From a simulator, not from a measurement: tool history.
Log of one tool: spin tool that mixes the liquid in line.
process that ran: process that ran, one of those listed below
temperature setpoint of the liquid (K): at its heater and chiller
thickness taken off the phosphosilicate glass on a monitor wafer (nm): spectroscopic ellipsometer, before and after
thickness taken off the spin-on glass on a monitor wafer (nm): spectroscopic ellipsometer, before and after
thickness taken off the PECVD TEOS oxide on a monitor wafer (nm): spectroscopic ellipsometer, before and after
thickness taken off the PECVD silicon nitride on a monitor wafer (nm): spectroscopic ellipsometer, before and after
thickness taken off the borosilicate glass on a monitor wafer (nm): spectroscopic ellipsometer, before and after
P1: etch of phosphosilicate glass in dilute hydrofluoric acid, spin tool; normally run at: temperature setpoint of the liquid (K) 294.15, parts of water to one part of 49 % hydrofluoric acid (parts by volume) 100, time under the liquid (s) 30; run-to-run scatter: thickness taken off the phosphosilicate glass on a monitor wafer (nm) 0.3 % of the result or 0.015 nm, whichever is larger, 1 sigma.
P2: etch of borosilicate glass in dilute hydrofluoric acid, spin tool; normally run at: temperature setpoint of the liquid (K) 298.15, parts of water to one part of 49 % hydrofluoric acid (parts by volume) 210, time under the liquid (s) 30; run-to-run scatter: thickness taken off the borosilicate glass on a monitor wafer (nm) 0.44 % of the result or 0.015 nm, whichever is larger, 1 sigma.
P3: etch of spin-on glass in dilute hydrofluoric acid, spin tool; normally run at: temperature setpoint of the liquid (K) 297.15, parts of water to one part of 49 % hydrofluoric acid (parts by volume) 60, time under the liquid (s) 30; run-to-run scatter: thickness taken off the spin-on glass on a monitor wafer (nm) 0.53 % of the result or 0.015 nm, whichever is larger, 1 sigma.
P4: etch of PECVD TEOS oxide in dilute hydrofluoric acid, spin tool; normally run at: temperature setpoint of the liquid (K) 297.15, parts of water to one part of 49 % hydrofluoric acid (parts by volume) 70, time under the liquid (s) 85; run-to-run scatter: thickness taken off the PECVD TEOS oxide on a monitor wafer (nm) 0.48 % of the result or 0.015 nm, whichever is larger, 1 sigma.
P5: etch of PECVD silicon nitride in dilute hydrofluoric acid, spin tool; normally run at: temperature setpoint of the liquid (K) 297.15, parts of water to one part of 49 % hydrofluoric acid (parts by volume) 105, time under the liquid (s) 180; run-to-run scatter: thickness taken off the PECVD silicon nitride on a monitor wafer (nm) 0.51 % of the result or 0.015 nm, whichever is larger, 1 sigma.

run	hour	process that ran	temperature setpoint of the liquid (K)	parts of water to one part of 49 % hydrofluoric acid (parts by volume)	time under the liquid (s)	hours since the thermometer was replaced	hours since the hydrofluoric acid flow meter was replaced	thickness taken off the phosphosilicate glass on a monitor wafer (nm)	thickness taken off the spin-on glass on a monitor wafer (nm)	thickness taken off the PECVD TEOS oxide on a monitor wafer (nm)	thickness taken off the PECVD silicon nitride on a monitor wafer (nm)	thickness taken off the borosilicate glass on a monitor wafer (nm)
1	5.1	P1	294.15	100	30	876.3	1570.4	24.687				
2	9.9	P3	297.15	60	30	881.1	1575.2		15.335			
3	13.2	P1	294.15	100	15	884.4	1578.5	12.303				
4	18.4	P4	304.65	70	85	889.6	1583.7			28.248		
5	22.5	P5	297.15	105	180	893.7	1587.8				5.381	
6	25.1	P2	291.65	210	30	896.3	1590.4					4.7447
7	29.9	P1	294.15	30	55	901.1	1595.2	163.29				
8	33.1	P1	294.15	35	50	904.3	1598.4	126.7				
9	37.4	P5	297.15	105	40	908.6	1602.7				1.2263	
10	40.6	P2	298.15	210	55	911.8	1605.9					11.286
11	43.4	P1	294.15	35	30	914.6	1608.7	75.939				
12	48.3	P5	297.15	50	180	919.5	1613.6				11.297	
13	53.2	P1	294.15	100	60	924.4	1618.5	49.002				
14	58.3	P3	290.65	60	30	929.5	1623.6		11.801			
15	63.4	P4	297.15	70	165	934.6	1628.7			41.008		
16	68.6	P1	294.15	100	30	939.8	1633.9	24.683				
17	73.9	P5	302.15	105	180	945.1	1639.2				7.4281	
18	77	P3	297.15	110	30	948.2	1642.3		7.9045			
19	79.5	P1	294.15	100	30	950.7	1644.8	24.618				
20	84.1	P1	299.15	100	30	955.3	1649.4	30.047				
21	87.7	P3	297.15	60	15	958.9	1653		7.699			
22	92.7	P1	294.15	155	30	963.9	1658	14.869				
23	97.5	P1	290.15	100	30	968.7	1662.8	20.873				
24	101.8	P4	297.15	70	85	973	1667.1			21.207		
25	106.5	P1	301.65	100	15	977.7	1671.8	16.464				
26	110.4	P5	297.15	105	180	981.6	1675.7				5.3975	
27	113	P1	294.15	100	30	984.2	1678.3	24.672				
28	116.2	P2	298.15	125	30	987.4	1681.5					11.322
29	120.5	P2	298.15	210	30	991.7	1685.8					6.1429
30	123.3	P4	297.15	95	85	994.5	1688.6			15.084		
31	126.2	P1	294.15	100	30	997.4	1691.5	24.598				
32	129	P1	294.15	100	30	1000.2	1694.3	24.526				
33	134.7	P1	294.15	100	30	1005.9	1700	24.525				
34	139.7	P1	294.15	100	30	1010.9	1705	23.799				
35	143.7	P1	294.15	100	30	1014.9	1709	23.511				
36	146.8	P1	294.15	100	30	1018	1712.1	23.187				
37	150.4	P1	294.15	100	30	1021.6	1715.7	23.079				
38	154.8	P1	294.15	100	30	1026	1720.1	22.913				
39	157.4	P1	294.15	100	30	1028.6	1722.7	22.998				
40	161.4	P1	294.15	100	30	1032.6	1726.7	22.787				
41	164.6	P1	294.15	100	30	1035.8	1729.9	22.801				
42	168.1	P1	294.15	100	30	1039.3	1733.4	22.963				
43	172.6	P1	294.15	100	30	1043.8	1737.9	22.764				

What P1 gives has crept away from where it was. These 2 causes fit the log equally well, each at the size given:
A: liquid colder than its thermometer reads (K) = 1.85
B: hydrofluoric acid flow below the setpoint (%) = 6.56
The creep began at about hour 134.7.

4 check runs are offered, each on 3 wafers whose results are averaged, their results left as question marks. Which one tells the causes apart?
check 1	177.1	P3	297.15	80	15				?			
check 2	177.1	P2	298.15	125	45							?
check 3	177.1	P5	297.15	105	50						?	
check 4	177.1	P4	300.65	70	155					?		

What each check would give under each cause:
check	result	if A	if B
check 1	thickness taken off the spin-on glass on a monitor wafer (nm)	5.2256	5.2256
check 2	thickness taken off the borosilicate glass on a monitor wafer (nm)	15.812	15.709
check 3	thickness taken off the PECVD silicon nitride on a monitor wafer (nm)	1.3305	1.4065
check 4	thickness taken off the PECVD TEOS oxide on a monitor wafer (nm)	41.187	41.134
How far apart the two closest causes lie, in the result that separates them most: check 1 0 %; check 2 0.65 %; check 3 5.56 %; check 4 0.13 %
Check 3 tells the causes apart: in the others they would give nearly the same result.

Then check 3 was run and gave: thickness taken off the PECVD silicon nitride on a monitor wafer (nm) 1.3328. Which cause is it?

It is A: liquid colder than its thermometer reads (K).
